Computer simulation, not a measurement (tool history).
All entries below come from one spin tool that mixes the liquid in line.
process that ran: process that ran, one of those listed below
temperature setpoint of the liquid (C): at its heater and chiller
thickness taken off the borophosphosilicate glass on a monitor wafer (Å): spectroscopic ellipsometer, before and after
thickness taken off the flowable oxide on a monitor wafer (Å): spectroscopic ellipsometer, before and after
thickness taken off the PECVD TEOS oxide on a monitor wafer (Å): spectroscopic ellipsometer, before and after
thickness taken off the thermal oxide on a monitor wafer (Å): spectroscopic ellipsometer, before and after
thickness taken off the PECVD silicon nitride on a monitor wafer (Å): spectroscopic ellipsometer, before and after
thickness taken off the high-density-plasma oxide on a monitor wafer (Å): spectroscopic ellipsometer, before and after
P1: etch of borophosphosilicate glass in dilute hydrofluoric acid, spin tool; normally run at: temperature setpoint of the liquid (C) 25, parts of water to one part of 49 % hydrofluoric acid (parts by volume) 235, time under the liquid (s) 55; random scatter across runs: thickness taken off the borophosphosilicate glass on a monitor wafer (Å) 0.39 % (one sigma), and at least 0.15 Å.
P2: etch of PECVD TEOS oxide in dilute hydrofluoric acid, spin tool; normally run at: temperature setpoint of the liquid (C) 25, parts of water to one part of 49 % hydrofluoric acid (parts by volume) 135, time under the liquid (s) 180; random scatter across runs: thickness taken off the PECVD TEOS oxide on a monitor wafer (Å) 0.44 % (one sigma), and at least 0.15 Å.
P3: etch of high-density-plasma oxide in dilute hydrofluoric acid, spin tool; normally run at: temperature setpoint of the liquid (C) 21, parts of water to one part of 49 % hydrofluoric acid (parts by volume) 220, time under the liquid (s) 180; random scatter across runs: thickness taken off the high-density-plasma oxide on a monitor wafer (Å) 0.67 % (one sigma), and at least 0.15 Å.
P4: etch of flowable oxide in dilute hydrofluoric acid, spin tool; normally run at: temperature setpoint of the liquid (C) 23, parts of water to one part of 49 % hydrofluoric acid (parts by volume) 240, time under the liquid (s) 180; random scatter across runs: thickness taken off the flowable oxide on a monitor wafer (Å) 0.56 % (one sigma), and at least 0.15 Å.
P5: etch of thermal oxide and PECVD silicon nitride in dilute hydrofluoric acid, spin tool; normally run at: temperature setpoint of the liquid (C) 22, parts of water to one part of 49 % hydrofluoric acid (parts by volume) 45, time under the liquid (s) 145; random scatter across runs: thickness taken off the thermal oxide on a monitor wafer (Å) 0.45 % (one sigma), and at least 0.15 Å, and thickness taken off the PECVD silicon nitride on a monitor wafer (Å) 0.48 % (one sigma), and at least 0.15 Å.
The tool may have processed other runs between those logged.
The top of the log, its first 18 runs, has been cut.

run   hour  process that ran  temperature setpoint of the liquid (C)  parts of water to one part of 49 % hydrofluoric acid (parts by volume)  time under the liquid (s)  hours since the thermometer was replaced  hours since the hydrofluoric acid flow meter was replaced  thickness taken off the borophosphosilicate glass on a monitor wafer (Å)  thickness taken off the flowable oxide on a monitor wafer (Å)  thickness taken off the PECVD TEOS oxide on a monitor wafer (Å)  thickness taken off the thermal oxide on a monitor wafer (Å)  thickness taken off the PECVD silicon nitride on a monitor wafer (Å)  thickness taken off the high-density-plasma oxide on a monitor wafer (Å)
 19  124.8                P5                                    28.5                                                                      45                        145                                     323.4                                                      573.6                                                                                                                                                                                                                                                                  191.35                                                                145.11
 20  133.4                P3                                      29                                                                     220                        180                                       332                                                      582.2                                                                                                                                                                                                                                                                                                                                                                                                                  43.851
 21    140                P3                                      21                                                                      35                        180                                     338.6                                                      588.8                                                                                                                                                                                                                                                                                                                                                                                                                  257.58
 22    144                P1                                      25                                                                     435                         55                                     342.6                                                      592.8                                                                    32.992
 23  151.7                P1                                      25                                                                     235                         55                                     350.3                                                      600.5                                                                     74.58
 24  157.1                P3                                      21                                                                     220                        180                                     355.7                                                      605.9                                                                                                                                                                                                                                                                                                                                                                                                                  33.737
 25  166.2                P4                                      23                                                                     240                         90                                     364.8                                                        615                                                                                                                                   159.03
     174.7  -- thermometer replaced
 26  175.2                P5                                      22                                                                      45                        145                                       0.5                                                        624                                                                                                                                                                                                                                                                  148.06                                                                93.021
 27  179.5                P2                                      25                                                                     135                         80                                       4.8                                                      628.3                                                                                                                                                                                                     53.85
 28  184.3                P1                                      25                                                                     130                        110                                       9.6                                                      633.1                                                                    307.68

What will run 29 give?
 29  188.8                P2                                      25                                                                     190                        180                                      14.1                                                      637.6                                                                                                                                                                                                         ?

{"run 29": {"thickness taken off the PECVD TEOS oxide on a monitor wafer (Å)": 80.592}}
